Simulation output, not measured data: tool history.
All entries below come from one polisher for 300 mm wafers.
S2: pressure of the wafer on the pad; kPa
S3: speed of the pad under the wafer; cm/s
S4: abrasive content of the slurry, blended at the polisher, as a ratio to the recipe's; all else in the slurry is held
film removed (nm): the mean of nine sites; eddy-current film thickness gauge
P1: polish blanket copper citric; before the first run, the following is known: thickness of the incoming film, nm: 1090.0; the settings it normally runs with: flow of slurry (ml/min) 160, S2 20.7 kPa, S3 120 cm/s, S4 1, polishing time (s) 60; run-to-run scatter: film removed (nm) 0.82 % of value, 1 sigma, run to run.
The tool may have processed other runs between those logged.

run 1 hour=10.8 | flow_of_slurry_(ml/min)=160 S2=20.7 S3=120 S4=1 polishing_time_(s)=60 | film_removed_(nm)=186.92
run 2 hour=27.6 | flow_of_slurry_(ml/min)=160 S2=25.5 S3=60 S4=1 polishing_time_(s)=60 | film_removed_(nm)=116.03
run 3 hour=37.3 | flow_of_slurry_(ml/min)=160 S2=20.7 S3=120 S4=1 polishing_time_(s)=60 | film_removed_(nm)=186.9
run 4 hour=51.2 | flow_of_slurry_(ml/min)=245 S2=20.7 S3=120 S4=1 polishing_time_(s)=60 | film_removed_(nm)=198.73
run 5 hour=58.8 | flow_of_slurry_(ml/min)=160 S2=30.3 S3=120 S4=1 polishing_time_(s)=60 | film_removed_(nm)=272.39
run 6 hour=71.5 | flow_of_slurry_(ml/min)=160 S2=20.7 S3=120 S4=1.25 polishing_time_(s)=60 | film_removed_(nm)=194.85
run 7 hour=83.1 | flow_of_slurry_(ml/min)=160 S2=20.7 S3=174 S4=1 polishing_time_(s)=60 | film_removed_(nm)=274.49
run 8 hour=93.2 | flow_of_slurry_(ml/min)=160 S2=20.7 S3=120 S4=1 polishing_time_(s)=41 | film_removed_(nm)=127.43
run 9 hour=110.1 | flow_of_slurry_(ml/min)=160 S2=20.7 S3=120 S4=1 polishing_time_(s)=83 | film_removed_(nm)=262.58
run 10 hour=124.5 | flow_of_slurry_(ml/min)=95 S2=20.7 S3=120 S4=1 polishing_time_(s)=60 | film_removed_(nm)=169.25
run 11 hour=138.3 | flow_of_slurry_(ml/min)=160 S2=20.7 S3=120 S4=1 polishing_time_(s)=60 | film_removed_(nm)=187.9
run 12 hour=153.5 | flow_of_slurry_(ml/min)=160 S2=11 S3=120 S4=1 polishing_time_(s)=60 | film_removed_(nm)=100.99
run 13 hour=162.8 | flow_of_slurry_(ml/min)=160 S2=20.7 S3=120 S4=1 polishing_time_(s)=60 | film_removed_(nm)=189.4
run 14 hour=173.2 | flow_of_slurry_(ml/min)=160 S2=20.7 S3=120 S4=1 polishing_time_(s)=60 | film_removed_(nm)=187
run 15 hour=186.5 | flow_of_slurry_(ml/min)=160 S2=20.7 S3=120 S4=0.5 polishing_time_(s)=60 | film_removed_(nm)=164.5

What will run 16 give?
run 16 hour=200 | flow_of_slurry_(ml/min)=160 S2=20.7 S3=70 S4=1 polishing_time_(s)=60 | film_removed_(nm)=?

Run 16 yielded film removed (nm) 110.55.
